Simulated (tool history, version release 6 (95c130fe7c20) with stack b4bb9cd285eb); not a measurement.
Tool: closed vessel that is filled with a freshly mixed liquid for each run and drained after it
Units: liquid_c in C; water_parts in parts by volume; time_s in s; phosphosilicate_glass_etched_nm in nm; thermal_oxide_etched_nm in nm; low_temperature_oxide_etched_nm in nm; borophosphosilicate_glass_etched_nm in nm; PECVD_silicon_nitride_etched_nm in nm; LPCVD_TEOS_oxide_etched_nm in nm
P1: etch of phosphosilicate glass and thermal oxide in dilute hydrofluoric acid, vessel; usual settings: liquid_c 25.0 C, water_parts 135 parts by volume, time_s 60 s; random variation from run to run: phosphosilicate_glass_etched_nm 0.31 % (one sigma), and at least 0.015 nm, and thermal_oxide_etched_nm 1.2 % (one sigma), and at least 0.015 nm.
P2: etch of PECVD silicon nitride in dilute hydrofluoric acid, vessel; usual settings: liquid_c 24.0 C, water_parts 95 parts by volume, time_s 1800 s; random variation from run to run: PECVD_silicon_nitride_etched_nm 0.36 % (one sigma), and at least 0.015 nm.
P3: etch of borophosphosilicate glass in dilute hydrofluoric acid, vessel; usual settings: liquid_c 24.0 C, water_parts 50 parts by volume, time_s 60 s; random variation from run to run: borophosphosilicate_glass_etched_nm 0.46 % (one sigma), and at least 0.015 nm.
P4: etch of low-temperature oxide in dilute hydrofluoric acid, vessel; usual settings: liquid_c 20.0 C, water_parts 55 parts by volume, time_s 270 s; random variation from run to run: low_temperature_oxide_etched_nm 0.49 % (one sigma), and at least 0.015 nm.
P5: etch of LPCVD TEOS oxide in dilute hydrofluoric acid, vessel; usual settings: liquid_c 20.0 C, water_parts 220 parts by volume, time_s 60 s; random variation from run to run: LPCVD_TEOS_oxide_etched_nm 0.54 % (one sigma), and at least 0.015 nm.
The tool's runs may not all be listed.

run   hour  process  liquid_c  water_parts  time_s  phosphosilicate_glass_etched_nm  thermal_oxide_etched_nm  low_temperature_oxide_etched_nm  borophosphosilicate_glass_etched_nm  PECVD_silicon_nitride_etched_nm  LPCVD_TEOS_oxide_etched_nm
  1   14.7       P1      25.0          135      60                           28.739                  2.07410
  2   29.2       P1      19.0          135      85                           32.413                  2.37360
  3   45.8       P4      20.0           55     270                                                                                     52.377
  4   63.2       P3      24.0           20      60                                                                                                                         178.580
  5   77.3       P2      24.0           95    1800                                                                                                                                                           32.632
  6   91.1       P1      25.0          135      60                           28.758                  2.08320
  7  107.5       P3      24.0           50      30                                                                                                                          34.176
  8  120.7       P4      17.0           55     270                                                                                     46.273
  9  131.5       P1      20.5          135      30                           12.037                  0.82944
 10  142.1       P5      20.0          220      60                                                                                                                                                                                      10.3900
 11  152.0       P1      25.0          135      30                           14.456                  1.04070
 12  169.7       P5      20.0          220      60                                                                                                                                                                                      10.3360
 13  180.0       P4      20.0           80     270                                                                                     34.805
 14  193.9       P1      25.0           35      60                          126.550                  9.15490
 15  202.6       P1      25.0          135      60                           28.801                  2.06330
 16  216.5       P1      25.0          135     100                           47.837                  3.44260
 17  229.2       P1      25.0          135      60                           28.845                  2.10750
 18  243.2       P5      20.0          220      30                                                                                                                                                                                       5.2594
 19  254.5       P2      17.5           95    1800                                                                                                                                                           21.005
 20  267.3       P3      24.0           50      60                                                                                                                          67.723
 21  281.2       P3      31.5           50      60                                                                                                                          92.326
 22  289.3       P4      20.0           55     270                                                                                     52.431
 23  298.3       P3      24.0           50      60                                                                                                                          68.058
 24  307.1       P1      29.5          135      60                           34.199                  2.40730
 25  316.8       P4      20.0           55     515                                                                                     99.627
 26  329.0       P5      27.5          220      60                                                                                                                                                                                      13.6840
 27  337.9       P1      21.0          135      60                           24.619                  1.76670
 28  348.0       P1      25.0          135      60                           28.801                  2.08130
 29  359.5       P1      25.0          135      60                           28.849                  2.03720
 30  377.0       P2      24.0           55    1800                                                                                                                                                           56.350
 31  391.8       P1      25.0          200      60                           18.012                  1.30970
 32  402.0       P5      20.0          380      60                                                                                                                                                                                       5.1806
 33  413.3       P2      24.0           95    3585                                                                                                                                                           64.767
 34  426.9       P1      25.0          135      60                           28.845                  2.11220
 35  440.9       P1      25.0          135      60                           29.459                  2.14610
 36  453.9       P1      25.0          135      60                           29.966                  2.19530
 37  470.5       P1      25.0          135      60                           30.373                  2.19010
 38  483.6       P1      25.0          135      60                           30.342                  2.19190
 39  497.4       P1      25.0          135      60                           30.698                  2.23020
 40  514.4       P1      25.0          135      60                           30.519                  2.25430
 41  527.8       P1      25.0          135      60                           30.730                  2.21840

What P1 gives has crept away from where it was. These 2 causes fit the log equally well, each at the size given:
A: hydrofluoric acid flow above the setpoint (%) = 5.61
B: liquid hotter than its thermometer reads (K) = 1.67
The creep began at about hour 426.9.

4 check runs are offered, one wafer each, their results left as question marks. Which one tells the causes apart?
check 1  541.2       P3      24.0           50      60                                                                                                                               ?
check 2  541.2       P4      20.0           55     270                                                                                          ?
check 3  541.2       P2      24.0           95    1800                                                                                                                                                                ?
check 4  541.2       P5      20.0          220      60                                                                                                                                                                                            ?

What each check would give under each cause:
  check                               result     if A     if B
check 1  borophosphosilicate_glass_etched_nm   72.536   73.270
check 2      low_temperature_oxide_etched_nm   55.413   56.092
check 3      PECVD_silicon_nitride_etched_nm   34.482   36.456
check 4           LPCVD_TEOS_oxide_etched_nm  11.1230  11.0930
How far apart the two closest causes lie, in the result that separates them most: check 1 1.01 %; check 2 1.22 %; check 3 5.57 %; check 4 0.28 %
Only check 3 tells the causes apart: in the others they would give nearly the same result.

Then check 3 was run and gave: PECVD_silicon_nitride_etched_nm 36.481 nm. Which cause is it?

It is B: liquid hotter than its thermometer reads (K).

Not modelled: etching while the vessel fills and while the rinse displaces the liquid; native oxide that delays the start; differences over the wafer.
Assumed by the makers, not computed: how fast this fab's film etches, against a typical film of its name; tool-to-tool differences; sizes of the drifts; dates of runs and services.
